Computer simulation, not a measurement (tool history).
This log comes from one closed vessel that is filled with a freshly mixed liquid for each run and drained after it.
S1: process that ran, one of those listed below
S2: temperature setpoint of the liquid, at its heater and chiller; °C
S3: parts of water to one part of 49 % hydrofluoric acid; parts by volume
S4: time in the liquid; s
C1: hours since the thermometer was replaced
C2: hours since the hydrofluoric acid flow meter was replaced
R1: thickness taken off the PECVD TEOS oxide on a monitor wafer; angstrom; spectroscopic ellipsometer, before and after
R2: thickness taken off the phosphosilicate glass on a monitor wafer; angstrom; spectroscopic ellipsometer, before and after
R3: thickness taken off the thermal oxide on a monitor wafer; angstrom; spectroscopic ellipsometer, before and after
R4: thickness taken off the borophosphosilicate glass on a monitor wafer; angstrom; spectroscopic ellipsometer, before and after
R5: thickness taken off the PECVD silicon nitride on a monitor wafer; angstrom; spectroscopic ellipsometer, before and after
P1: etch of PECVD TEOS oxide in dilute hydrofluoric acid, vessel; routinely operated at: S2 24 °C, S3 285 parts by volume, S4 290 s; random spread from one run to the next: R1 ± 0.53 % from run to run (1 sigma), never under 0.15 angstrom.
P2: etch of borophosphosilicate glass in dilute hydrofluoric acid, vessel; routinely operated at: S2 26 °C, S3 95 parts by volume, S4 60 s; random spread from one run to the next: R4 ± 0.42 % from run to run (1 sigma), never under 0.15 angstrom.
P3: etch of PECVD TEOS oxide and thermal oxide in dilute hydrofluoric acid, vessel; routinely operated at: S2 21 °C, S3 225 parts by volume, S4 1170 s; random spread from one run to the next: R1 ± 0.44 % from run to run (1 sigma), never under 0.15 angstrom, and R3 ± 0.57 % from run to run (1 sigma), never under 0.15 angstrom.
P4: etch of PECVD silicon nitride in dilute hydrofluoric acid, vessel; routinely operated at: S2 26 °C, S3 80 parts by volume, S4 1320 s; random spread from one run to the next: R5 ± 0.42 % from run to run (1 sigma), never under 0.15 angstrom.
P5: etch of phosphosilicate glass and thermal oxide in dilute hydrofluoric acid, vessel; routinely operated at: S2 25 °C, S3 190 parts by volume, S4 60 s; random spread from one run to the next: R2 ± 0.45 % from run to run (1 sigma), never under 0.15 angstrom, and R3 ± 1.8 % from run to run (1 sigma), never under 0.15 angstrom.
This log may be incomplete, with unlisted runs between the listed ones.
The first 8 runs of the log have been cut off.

Run 9, day 3.633: S1 P5, S2 25 °C, S3 190 parts by volume, S4 60 s; C1 599.3; C2 473. Result: R2 586.4 angstrom, R3 12.875 angstrom.
Run 10, day 3.929: S1 P1, S2 24 °C, S3 120 parts by volume, S4 290 s; C1 606.4; C2 480.1. Result: R1 650.29 angstrom.
Run 11, day 4.421: S1 P2, S2 31.5 °C, S3 95 parts by volume, S4 60 s; C1 618.2; C2 491.9. Result: R4 490.7 angstrom.
Run 12, day 4.875: S1 P3, S2 17 °C, S3 225 parts by volume, S4 1170 s; C1 629.1; C2 502.8. Result: R1 474.29 angstrom, R3 164.64 angstrom.
Run 13, day 5.258: S1 P1, S2 24 °C, S3 285 parts by volume, S4 80 s; C1 638.3; C2 512. Result: R1 62.996 angstrom.
Run 14, day 5.592: S1 P1, S2 24 °C, S3 285 parts by volume, S4 290 s; C1 646.3; C2 520. Result: R1 229.04 angstrom.
Run 15, day 5.979: S1 P3, S2 21 °C, S3 370 parts by volume, S4 1170 s; C1 655.6; C2 529.3. Result: R1 292.59 angstrom, R3 102.62 angstrom.
Run 16, day 6.408: S1 P1, S2 24 °C, S3 285 parts by volume, S4 290 s; C1 665.9; C2 539.6. Result: R1 228.02 angstrom.
Run 17, day 6.812: S1 P2, S2 26 °C, S3 25 parts by volume, S4 60 s; C1 675.6; C2 549.3. Result: R4 1663.3 angstrom.
Run 18, day 7.3: S1 P5, S2 25 °C, S3 85 parts by volume, S4 60 s; C1 687.3; C2 561. Result: R2 1502 angstrom, R3 31.845 angstrom.
Run 19, day 7.858: S1 P1, S2 24 °C, S3 285 parts by volume, S4 290 s; C1 700.7; C2 574.4. Result: R1 230.87 angstrom.
Run 20, day 8.317: S1 P1, S2 30.5 °C, S3 285 parts by volume, S4 290 s; C1 711.7; C2 585.4. Result: R1 283.84 angstrom.
Run 21, day 8.6: S1 P1, S2 24 °C, S3 470 parts by volume, S4 290 s; C1 718.5; C2 592.2. Result: R1 116.65 angstrom.
Run 22, day 8.879: S1 P5, S2 17.5 °C, S3 190 parts by volume, S4 60 s; C1 725.2; C2 598.9. Result: R2 438.17 angstrom, R3 9.582 angstrom.
Run 23, day 9.388: S1 P4, S2 26 °C, S3 80 parts by volume, S4 65 s; C1 737.4; C2 611.1. Result: R5 20.342 angstrom.
Run 24, day 9.9: S1 P2, S2 26 °C, S3 95 parts by volume, S4 60 s; C1 749.7; C2 623.4. Result: R4 397.11 angstrom.

Estimate the outcome of run 25 from the log above:
Run 25, day 10.379: S1 P1, S2 24 °C, S3 285 parts by volume, S4 290 s; C1 761.2; C2 634.9. Result: R1 ?.

For run 25 the tool returned R1 227.01 angstrom.
